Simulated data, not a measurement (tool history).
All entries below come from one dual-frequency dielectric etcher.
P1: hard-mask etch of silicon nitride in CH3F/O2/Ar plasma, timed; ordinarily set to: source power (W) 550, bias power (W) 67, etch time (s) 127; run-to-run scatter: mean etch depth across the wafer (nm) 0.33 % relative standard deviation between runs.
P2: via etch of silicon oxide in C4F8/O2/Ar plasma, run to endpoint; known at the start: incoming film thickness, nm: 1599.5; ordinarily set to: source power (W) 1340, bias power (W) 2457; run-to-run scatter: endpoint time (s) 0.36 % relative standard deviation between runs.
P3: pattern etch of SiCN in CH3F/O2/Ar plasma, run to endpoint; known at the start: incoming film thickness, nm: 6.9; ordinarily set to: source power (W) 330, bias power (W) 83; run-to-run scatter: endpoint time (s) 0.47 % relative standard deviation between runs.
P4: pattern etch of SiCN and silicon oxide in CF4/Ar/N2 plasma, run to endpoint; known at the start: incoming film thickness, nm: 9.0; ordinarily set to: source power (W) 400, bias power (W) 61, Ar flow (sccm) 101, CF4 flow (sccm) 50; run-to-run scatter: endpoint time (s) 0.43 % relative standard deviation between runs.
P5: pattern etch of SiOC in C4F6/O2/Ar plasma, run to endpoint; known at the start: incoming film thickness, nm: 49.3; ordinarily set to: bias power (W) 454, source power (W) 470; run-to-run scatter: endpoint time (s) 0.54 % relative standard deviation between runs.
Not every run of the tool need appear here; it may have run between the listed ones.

run   hour  process that ran  source power (W)  bias power (W)  etch time (s)  Ar flow (sccm)  CF4 flow (sccm)  hours since the last wet clean  hours since the last source power generator calibration  hours since the last bias power generator calibration  mean etch depth across the wafer (nm)  endpoint time (s)
  1   10.3                P1               550              67            127                                                            216.7                                                   1138.2                                                  412.9                                 99.151
  2   17.4                P5               470             454                                                                           223.8                                                   1145.3                                                    420                                                    16.626
  3   29.9                P4               400              36                            101               50                           236.3                                                   1157.8                                                  432.5                                                    16.359
  4   39.6                P3               410              83                                                                             246                                                   1167.5                                                  442.2                                                    17.494
  5   50.6                P1               550              44            127                                                              257                                                   1178.5                                                  453.2                                 86.399
  6   64.3                P4               300              61                            101               50                           270.7                                                   1192.2                                                  466.9                                                    17.371
  7   76.8                P1               550              67            127                                                            283.2                                                   1204.7                                                  479.4                                 98.792
  8   91.9                P5               660             454                                                                           298.3                                                   1219.8                                                  494.5                                                    14.682
  9  107.5                P5               470             454                                                                           313.9                                                   1235.4                                                  510.1                                                    16.708
 10  122.2                P1               550              67            127                                                            328.6                                                   1250.1                                                  524.8                                 98.983
 11    136                P1               550              85          180.5                                                            342.4                                                   1263.9                                                  538.6                                 153.14
 12  151.4                P4               400              61                            101               50                           357.8                                                   1279.3                                                    554                                                    13.679
 13  159.4                P1               550              89            127                                                            365.8                                                   1287.3                                                    562                                  109.4
 14  175.3                P1               550              67            127                                                            381.7                                                   1303.2                                                  577.9                                 98.593
 15  188.4                P3               330             116                                                                           394.8                                                   1316.3                                                    591                                                    16.725
 16  200.6                P3               330              83                                                                             407                                                   1328.5                                                  603.2                                                    19.027
 17  215.8                P2              1340            1491                                                                           422.2                                                   1343.7                                                  618.4                                                    404.41
 18  222.8                P1               690              67            127                                                            429.2                                                   1350.7                                                  625.4                                 108.46
 19  234.8                P1               550              85             85                                                            441.2                                                   1362.7                                                  637.4                                 71.443
 20  242.9                P4               400              61                            101               70                           449.3                                                   1370.8                                                  645.5                                                    12.901
 21  254.6                P2              1750            2457                                                                             461                                                   1382.5                                                  657.2                                                    314.02
 22    262                P4               400              61                            101               50                           468.4                                                   1389.9                                                  664.6                                                    13.712
 23  277.9                P1               550              67           92.5                                                            484.3                                                   1405.8                                                  680.5                                 72.153
 24  286.4                P2              1340            2457                                                                           492.8                                                   1414.3                                                    689                                                    347.98
 25  299.1                P5               470             563                                                                           505.5                                                     1427                                                  701.7                                                    15.294
 26  314.6                P3               330              83                                                                             521                                                   1442.5                                                  717.2                                                    19.153
     321.8  -- source power generator calibrated
 27  329.4                P1               550              67            175                                                            535.8                                                      7.7                                                    732                                 135.38
 28  344.7                P4               400              61                            123               50                           551.1                                                       23                                                  747.3                                                    14.058
 29  355.3                P1               320              67            127                                                            561.7                                                     33.6                                                  757.9                                 80.328
 30  366.7                P1               550              67            127                                                            573.1                                                       45                                                  769.3                                 98.872
 31  374.2                P1               550              67            127                                                            580.6                                                     52.5                                                  776.8                                 98.954
 32  382.7                P1               550              67            127                                                            589.1                                                       61                                                  785.3                                 98.849
 33  391.1                P1               550              67            127                                                            597.5                                                     69.4                                                  793.7                                 98.523
 34    406                P1               550              67            127                                                            612.4                                                     84.3                                                  808.6                                 97.305
 35  413.6                P1               550              67            127                                                              620                                                     91.9                                                  816.2                                 97.585
     419.6  -- wet clean of the chamber
 36  429.1                P1               550              67            127                                                              9.6                                                    107.4                                                  831.7                                 97.197
 37  441.1                P1               550              67            127                                                             21.6                                                    119.4                                                  843.7                                 97.152
 38  455.8                P1               550              67            127                                                             36.3                                                    134.1                                                  858.4                                 97.812
 39  464.4                P1               550              67            127                                                             44.9                                                    142.7                                                    867                                 97.486
 40  479.6                P1               550              67            127                                                             60.1                                                    157.9                                                  882.2                                 97.082

P1 has crept away from where it was. The log is fitted equally well by each of these 2 causes, at the sizes shown:
A: bias power that arrives under what is set, % = 4.93
B: source power that arrives under what is set, % = 4.21
The creep began at about hour 382.7.
All other causes, with the reason each is excluded:
chamber walls in a state that lowers the etch rate, %: serviced at hour 419.6, after the drift had started, without restoring the earlier output

Which of the 4 check runs listed below, each an average over 2 wafers with its results shown as question marks, gives clearly different results under the different listed causes?
check 1  494.8                P5               620             454                                                                                                                                                                                                                                                         ?
check 2  494.8                P4               400              61                            101               65                                                                                                                                                                                                         ?
check 3  494.8                P3               330             116                                                                                                                                                                                                                                                         ?
check 4  494.8                P2              1340            1803                                                                                                                                                                                                                                                         ?

How each check would come out, cause by cause:
  check             result    if A    if B
check 1  endpoint time (s)  15.234  15.203
check 2  endpoint time (s)  13.301  13.588
check 3  endpoint time (s)   17.07  17.002
check 4  endpoint time (s)  389.34  390.37
Smallest distance between any two causes, each pair judged by its most separating result, in per cent: check 1 0.21 %; check 2 2.13 %; check 3 0.4 %; check 4 0.26 %
Check 2 is the one run that separates the causes; every other check would come out nearly the same whichever cause is at work.

The results of check 2 are: endpoint time (s) 13.573. Based on these, which of the listed causes is it?

The cause is B: source power that arrives under what is set, %.

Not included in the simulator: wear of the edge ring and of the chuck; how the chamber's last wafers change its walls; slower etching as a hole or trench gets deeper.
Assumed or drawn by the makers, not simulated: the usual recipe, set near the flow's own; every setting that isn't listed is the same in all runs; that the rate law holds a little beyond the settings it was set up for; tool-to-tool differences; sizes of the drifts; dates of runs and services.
